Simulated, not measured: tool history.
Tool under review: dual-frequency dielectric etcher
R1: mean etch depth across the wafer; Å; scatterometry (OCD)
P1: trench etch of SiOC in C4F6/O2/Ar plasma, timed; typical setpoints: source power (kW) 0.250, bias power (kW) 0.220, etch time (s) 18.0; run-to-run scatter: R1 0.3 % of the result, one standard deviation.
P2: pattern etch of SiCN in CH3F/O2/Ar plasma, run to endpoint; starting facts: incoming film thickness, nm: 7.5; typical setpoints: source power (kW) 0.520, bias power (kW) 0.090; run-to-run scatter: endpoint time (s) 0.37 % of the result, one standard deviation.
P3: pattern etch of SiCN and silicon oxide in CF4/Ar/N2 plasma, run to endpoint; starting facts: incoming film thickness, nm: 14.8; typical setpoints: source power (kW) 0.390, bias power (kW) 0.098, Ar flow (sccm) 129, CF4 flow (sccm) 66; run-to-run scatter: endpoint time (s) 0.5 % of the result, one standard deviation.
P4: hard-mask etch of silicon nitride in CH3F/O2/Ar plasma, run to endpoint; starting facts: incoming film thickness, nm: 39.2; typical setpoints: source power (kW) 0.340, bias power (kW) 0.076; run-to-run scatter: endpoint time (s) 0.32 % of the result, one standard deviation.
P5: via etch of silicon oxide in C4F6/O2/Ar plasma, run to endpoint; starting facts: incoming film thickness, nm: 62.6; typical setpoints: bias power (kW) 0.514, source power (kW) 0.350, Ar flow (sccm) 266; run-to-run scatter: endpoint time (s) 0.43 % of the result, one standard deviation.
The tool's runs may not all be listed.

run 1 day=0.329 | process_that_ran=P1 source_power_(kW)=0.250 bias_power_(kW)=0.220 etch_time_(s)=18.0 | R1=334.92
run 2 day=0.592 | process_that_ran=P3 source_power_(kW)=0.390 bias_power_(kW)=0.098 Ar_flow_(sccm)=76 CF4_flow_(sccm)=66 | endpoint_time_(s)=16.944
run 3 day=0.946 | process_that_ran=P1 source_power_(kW)=0.250 bias_power_(kW)=0.171 etch_time_(s)=10.0 | R1=172.61
run 4 day=1.129 | process_that_ran=P4 source_power_(kW)=0.340 bias_power_(kW)=0.046 | endpoint_time_(s)=70.366
run 5 day=1.388 | process_that_ran=P1 source_power_(kW)=0.250 bias_power_(kW)=0.220 etch_time_(s)=18.0 | R1=336.52
run 6 day=1.762 | process_that_ran=P1 source_power_(kW)=0.250 bias_power_(kW)=0.220 etch_time_(s)=18.0 | R1=334.77
run 7 day=2.138 | process_that_ran=P1 source_power_(kW)=0.250 bias_power_(kW)=0.260 etch_time_(s)=18.0 | R1=355.46
run 8 day=2.392 | process_that_ran=P5 source_power_(kW)=0.350 bias_power_(kW)=0.514 Ar_flow_(sccm)=266 | endpoint_time_(s)=14.148
run 9 day=2.683 | process_that_ran=P3 source_power_(kW)=0.390 bias_power_(kW)=0.098 Ar_flow_(sccm)=129 CF4_flow_(sccm)=66 | endpoint_time_(s)=18.185
run 10 day=3.071 | process_that_ran=P4 source_power_(kW)=0.450 bias_power_(kW)=0.076 | endpoint_time_(s)=53.736
run 11 day=3.388 | process_that_ran=P5 source_power_(kW)=0.350 bias_power_(kW)=0.334 Ar_flow_(sccm)=266 | endpoint_time_(s)=16.449
run 12 day=3.646 | process_that_ran=P1 source_power_(kW)=0.250 bias_power_(kW)=0.220 etch_time_(s)=24.5 | R1=457.02
run 13 day=3.975 | process_that_ran=P2 source_power_(kW)=0.520 bias_power_(kW)=0.090 | endpoint_time_(s)=16.054
run 14 day=4.233 | process_that_ran=P1 source_power_(kW)=0.200 bias_power_(kW)=0.302 etch_time_(s)=18.0 | R1=346.68
run 15 day=4.462 | process_that_ran=P1 source_power_(kW)=0.250 bias_power_(kW)=0.220 etch_time_(s)=18.0 | R1=336.59
run 16 day=4.779 | process_that_ran=P1 source_power_(kW)=0.340 bias_power_(kW)=0.220 etch_time_(s)=18.0 | R1=376.48
run 17 day=5.004 | process_that_ran=P3 source_power_(kW)=0.260 bias_power_(kW)=0.098 Ar_flow_(sccm)=129 CF4_flow_(sccm)=66 | endpoint_time_(s)=25.775
run 18 day=5.242 | process_that_ran=P1 source_power_(kW)=0.190 bias_power_(kW)=0.220 etch_time_(s)=18.0 | R1=302.34
run 19 day=5.558 | process_that_ran=P5 source_power_(kW)=0.350 bias_power_(kW)=0.514 Ar_flow_(sccm)=266 | endpoint_time_(s)=14.112
run 20 day=5.750 | process_that_ran=P3 source_power_(kW)=0.390 bias_power_(kW)=0.137 Ar_flow_(sccm)=129 CF4_flow_(sccm)=66 | endpoint_time_(s)=15.786
run 21 day=6.008 | process_that_ran=P5 source_power_(kW)=0.350 bias_power_(kW)=0.514 Ar_flow_(sccm)=156 | endpoint_time_(s)=13.249
run 22 day=6.350 | process_that_ran=P5 source_power_(kW)=0.490 bias_power_(kW)=0.514 Ar_flow_(sccm)=266 | endpoint_time_(s)=12.407
run 23 day=6.658 | process_that_ran=P1 source_power_(kW)=0.250 bias_power_(kW)=0.220 etch_time_(s)=11.5 | R1=213.88

What will run 24 give?
run 24 day=6.871 | process_that_ran=P1 source_power_(kW)=0.250 bias_power_(kW)=0.130 etch_time_(s)=18.0 | R1=?

Run 24 yielded R1 284.50 Å.
